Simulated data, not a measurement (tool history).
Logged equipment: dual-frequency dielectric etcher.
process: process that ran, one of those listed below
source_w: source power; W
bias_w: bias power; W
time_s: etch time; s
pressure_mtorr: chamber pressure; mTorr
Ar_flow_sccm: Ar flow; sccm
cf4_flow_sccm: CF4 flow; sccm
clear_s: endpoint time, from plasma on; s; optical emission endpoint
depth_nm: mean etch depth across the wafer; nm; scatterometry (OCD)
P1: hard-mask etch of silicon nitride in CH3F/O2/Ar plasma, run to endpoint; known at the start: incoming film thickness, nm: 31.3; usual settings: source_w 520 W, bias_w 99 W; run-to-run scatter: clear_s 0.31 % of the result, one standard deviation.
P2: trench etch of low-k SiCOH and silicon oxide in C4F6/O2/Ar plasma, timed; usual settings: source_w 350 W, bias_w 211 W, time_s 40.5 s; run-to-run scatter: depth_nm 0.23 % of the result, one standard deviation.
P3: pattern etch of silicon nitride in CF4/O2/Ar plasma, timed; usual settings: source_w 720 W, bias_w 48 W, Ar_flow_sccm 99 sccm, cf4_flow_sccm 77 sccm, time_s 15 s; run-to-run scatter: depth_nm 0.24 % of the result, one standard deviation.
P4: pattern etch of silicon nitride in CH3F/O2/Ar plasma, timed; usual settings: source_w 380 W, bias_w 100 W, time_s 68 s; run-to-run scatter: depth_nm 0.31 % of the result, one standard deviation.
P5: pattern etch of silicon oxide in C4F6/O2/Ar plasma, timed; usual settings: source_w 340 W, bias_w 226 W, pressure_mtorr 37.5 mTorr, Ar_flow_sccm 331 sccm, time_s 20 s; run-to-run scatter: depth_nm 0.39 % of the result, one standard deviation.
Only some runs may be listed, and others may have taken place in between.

{"run": 1, "day": 0.229, "process": "P1", "source_w": 520, "bias_w": 99, "clear_s": 36.293}
{"run": 2, "day": 0.583, "process": "P2", "source_w": 500, "bias_w": 211, "time_s": 40.5, "depth_nm": 154.74}
{"run": 3, "day": 0.946, "process": "P5", "source_w": 340, "bias_w": 226, "time_s": 20, "pressure_mtorr": 52.5, "Ar_flow_sccm": 331, "depth_nm": 60.555}
{"run": 4, "day": 1.267, "process": "P2", "source_w": 350, "bias_w": 133, "time_s": 40.5, "depth_nm": 116.35}
{"run": 5, "day": 1.654, "process": "P1", "source_w": 520, "bias_w": 99, "clear_s": 36.288}
{"run": 6, "day": 2.096, "process": "P4", "source_w": 380, "bias_w": 100, "time_s": 37.5, "depth_nm": 29.145}
{"run": 7, "day": 2.542, "process": "P5", "source_w": 340, "bias_w": 226, "time_s": 28, "pressure_mtorr": 37.5, "Ar_flow_sccm": 331, "depth_nm": 88.182}
{"run": 8, "day": 2.942, "process": "P3", "source_w": 720, "bias_w": 48, "time_s": 21, "Ar_flow_sccm": 99, "cf4_flow_sccm": 77, "depth_nm": 52.388}
{"run": 9, "day": 3.412, "process": "P1", "source_w": 520, "bias_w": 99, "clear_s": 36.301}
{"run": 10, "day": 3.729, "process": "P5", "source_w": 340, "bias_w": 226, "time_s": 20, "pressure_mtorr": 37.5, "Ar_flow_sccm": 269, "depth_nm": 64.005}
{"run": 11, "day": 4.175, "process": "P1", "source_w": 520, "bias_w": 65, "clear_s": 42.115}
{"day": 4.2, "done": "wet clean of the chamber"}
{"run": 12, "day": 4.575, "process": "P1", "source_w": 520, "bias_w": 99, "clear_s": 36.354}
{"run": 13, "day": 4.875, "process": "P4", "source_w": 520, "bias_w": 100, "time_s": 68, "depth_nm": 59.397}
{"run": 14, "day": 5.342, "process": "P1", "source_w": 520, "bias_w": 99, "clear_s": 36.362}
{"run": 15, "day": 5.712, "process": "P4", "source_w": 380, "bias_w": 126, "time_s": 68, "depth_nm": 58.033}
{"run": 16, "day": 6.183, "process": "P1", "source_w": 720, "bias_w": 99, "clear_s": 32.022}
{"run": 17, "day": 6.496, "process": "P1", "source_w": 520, "bias_w": 99, "clear_s": 36.359}
{"run": 18, "day": 6.85, "process": "P1", "source_w": 640, "bias_w": 62, "clear_s": 39.225}
{"run": 19, "day": 7.058, "process": "P5", "source_w": 340, "bias_w": 137, "time_s": 20, "pressure_mtorr": 37.5, "Ar_flow_sccm": 331, "depth_nm": 53.727}
{"run": 20, "day": 7.45, "process": "P3", "source_w": 460, "bias_w": 48, "time_s": 15, "Ar_flow_sccm": 99, "cf4_flow_sccm": 77, "depth_nm": 25.278}
{"run": 21, "day": 7.888, "process": "P3", "source_w": 720, "bias_w": 30, "time_s": 15, "Ar_flow_sccm": 99, "cf4_flow_sccm": 77, "depth_nm": 31.846}
{"run": 22, "day": 8.325, "process": "P3", "source_w": 720, "bias_w": 48, "time_s": 15, "Ar_flow_sccm": 127, "cf4_flow_sccm": 77, "depth_nm": 36.072}
{"run": 23, "day": 8.8, "process": "P4", "source_w": 380, "bias_w": 100, "time_s": 68, "depth_nm": 52.767}
{"run": 24, "day": 9.279, "process": "P2", "source_w": 350, "bias_w": 211, "time_s": 40.5, "depth_nm": 134.62}
{"run": 25, "day": 9.646, "process": "P1", "source_w": 520, "bias_w": 99, "clear_s": 36.406}
{"run": 26, "day": 9.983, "process": "P3", "source_w": 720, "bias_w": 48, "time_s": 15, "Ar_flow_sccm": 99, "cf4_flow_sccm": 50, "depth_nm": 35.024}
{"run": 27, "day": 10.238, "process": "P1", "source_w": 520, "bias_w": 134, "clear_s": 32.461}
{"run": 28, "day": 10.696, "process": "P1", "source_w": 330, "bias_w": 99, "clear_s": 43.127}
{"run": 29, "day": 10.954, "process": "P5", "source_w": 400, "bias_w": 226, "time_s": 20, "pressure_mtorr": 37.5, "Ar_flow_sccm": 331, "depth_nm": 67.12}
{"run": 30, "day": 11.283, "process": "P2", "source_w": 350, "bias_w": 211, "time_s": 60.5, "depth_nm": 201}
{"run": 31, "day": 11.7, "process": "P5", "source_w": 340, "bias_w": 226, "time_s": 20, "pressure_mtorr": 37.5, "Ar_flow_sccm": 331, "depth_nm": 62.798}
{"run": 32, "day": 11.967, "process": "P3", "source_w": 720, "bias_w": 48, "time_s": 15, "Ar_flow_sccm": 99, "cf4_flow_sccm": 77, "depth_nm": 37.446}
{"run": 33, "day": 12.438, "process": "P1", "source_w": 520, "bias_w": 99, "clear_s": 36.416}
{"run": 34, "day": 12.888, "process": "P1", "source_w": 520, "bias_w": 99, "clear_s": 36.568}
{"run": 35, "day": 13.338, "process": "P1", "source_w": 520, "bias_w": 99, "clear_s": 36.566}
{"run": 36, "day": 13.596, "process": "P1", "source_w": 520, "bias_w": 99, "clear_s": 36.831}
{"run": 37, "day": 14.05, "process": "P1", "source_w": 520, "bias_w": 99, "clear_s": 36.607}
{"day": 14.208, "done": "wet clean of the chamber"}
{"run": 38, "day": 14.379, "process": "P1", "source_w": 520, "bias_w": 99, "clear_s": 36.842}
{"run": 39, "day": 14.675, "process": "P1", "source_w": 520, "bias_w": 99, "clear_s": 36.947}
{"run": 40, "day": 14.954, "process": "P1", "source_w": 520, "bias_w": 99, "clear_s": 37.135}
{"run": 41, "day": 15.342, "process": "P1", "source_w": 520, "bias_w": 99, "clear_s": 36.838}
{"run": 42, "day": 15.579, "process": "P1", "source_w": 520, "bias_w": 99, "clear_s": 36.604}
{"run": 43, "day": 15.958, "process": "P1", "source_w": 520, "bias_w": 99, "clear_s": 36.965}

P1 has crept away from where it was. The log is fitted equally well by each of these 2 causes, at the sizes shown:
A: bias power that arrives under what is set, % = 4.27
B: source power that arrives under what is set, % = 4.1
The creep began at about day 12.438.
Each remaining cause and why it is not a fit:
chamber walls in a state that lowers the etch rate, %: work on it at day 14.208, done after the drift set in, did not restore what the process gave before

Of the 4 check runs listed below, each run on one wafer and each result written as a question mark, which would let you distinguish the listed causes because they would give clearly different results?
{"run": "check 1", "day": 16.338, "process": "P4", "source_w": 460, "bias_w": 100, "time_s": 54.5, "depth_nm": "?"}
{"run": "check 2", "day": 16.338, "process": "P3", "source_w": 720, "bias_w": 48, "time_s": 20.5, "Ar_flow_sccm": 99, "cf4_flow_sccm": 77, "depth_nm": "?"}
{"run": "check 3", "day": 16.338, "process": "P2", "source_w": 480, "bias_w": 211, "time_s": 54, "depth_nm": "?"}
{"run": "check 4", "day": 16.338, "process": "P5", "source_w": 340, "bias_w": 144, "time_s": 20, "pressure_mtorr": 37.5, "Ar_flow_sccm": 274, "depth_nm": "?"}

Outcome of each check run for each possible cause:
check=check_1 result=depth_nm if_A=44.712 if_B=44.72
check=check_2 result=depth_nm if_A=50.34 if_B=49.331
check=check_3 result=depth_nm if_A=199.57 if_B=199.13
check=check_4 result=depth_nm if_A=54.966 if_B=54.787
Minimum pairwise separation of causes per check, each pair taken at its best-separating result: check 1 0.02 %; check 2 2.03 %; check 3 0.22 %; check 4 0.33 %
Check 2 distinguishes between the causes, while the remaining checks would return nearly the same result for all of them.

The results of check 2 are: depth_nm 50.576 nm. Based on these, which of the listed causes is it?

The correct cause is A, namely: bias power that arrives under what is set, %.
